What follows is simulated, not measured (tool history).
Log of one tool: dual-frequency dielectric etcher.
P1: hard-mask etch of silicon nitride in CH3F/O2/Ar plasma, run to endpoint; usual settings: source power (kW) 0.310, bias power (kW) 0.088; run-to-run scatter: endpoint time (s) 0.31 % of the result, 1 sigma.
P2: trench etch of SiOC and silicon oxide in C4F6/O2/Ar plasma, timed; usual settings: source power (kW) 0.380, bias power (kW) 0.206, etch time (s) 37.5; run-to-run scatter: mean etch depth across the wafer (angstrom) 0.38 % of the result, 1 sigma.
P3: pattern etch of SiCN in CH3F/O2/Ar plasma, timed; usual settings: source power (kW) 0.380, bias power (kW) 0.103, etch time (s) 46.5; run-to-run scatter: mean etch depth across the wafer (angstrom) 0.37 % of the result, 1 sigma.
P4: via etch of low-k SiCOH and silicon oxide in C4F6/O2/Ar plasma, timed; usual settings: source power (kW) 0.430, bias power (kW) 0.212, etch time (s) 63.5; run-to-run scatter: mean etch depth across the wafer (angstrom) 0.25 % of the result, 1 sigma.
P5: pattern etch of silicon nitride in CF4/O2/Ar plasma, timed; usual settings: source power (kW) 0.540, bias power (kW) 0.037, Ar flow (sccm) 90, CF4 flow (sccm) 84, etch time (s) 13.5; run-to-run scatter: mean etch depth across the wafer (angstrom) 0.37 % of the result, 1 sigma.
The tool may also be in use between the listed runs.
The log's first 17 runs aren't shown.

run   hour  process that ran  source power (kW)  bias power (kW)  Ar flow (sccm)  CF4 flow (sccm)  etch time (s)  endpoint time (s)  mean etch depth across the wafer (angstrom)
 18  159.4                P3              0.450            0.103                                            46.5                                                          211.58
 19  167.2                P4              0.430            0.296                                            63.5                                                         2016.10
 20  175.1                P1              0.410            0.113                                                             40.015
 21  185.4                P3              0.380            0.103                                            25.5                                                          109.71
 22  197.9                P1              0.310            0.058                                                             56.183
 23  205.3                P2              0.380            0.206                                            37.5                                                          747.37
 24  212.8                P3              0.380            0.103                                            46.5                                                          199.73
 25  224.1                P5              0.540            0.037              90               84           16.5                                                          292.22
 26  233.3                P4              0.430            0.212                                            63.5                                                         1796.20
 27  244.2                P4              0.430            0.212                                            63.5                                                         1798.10
 28  250.0                P1              0.190            0.088                                                             58.427

Run 29 comes next. What will it give?
 29  256.4                P1              0.370            0.062                                                                  ?

endpoint time (s): 51.413
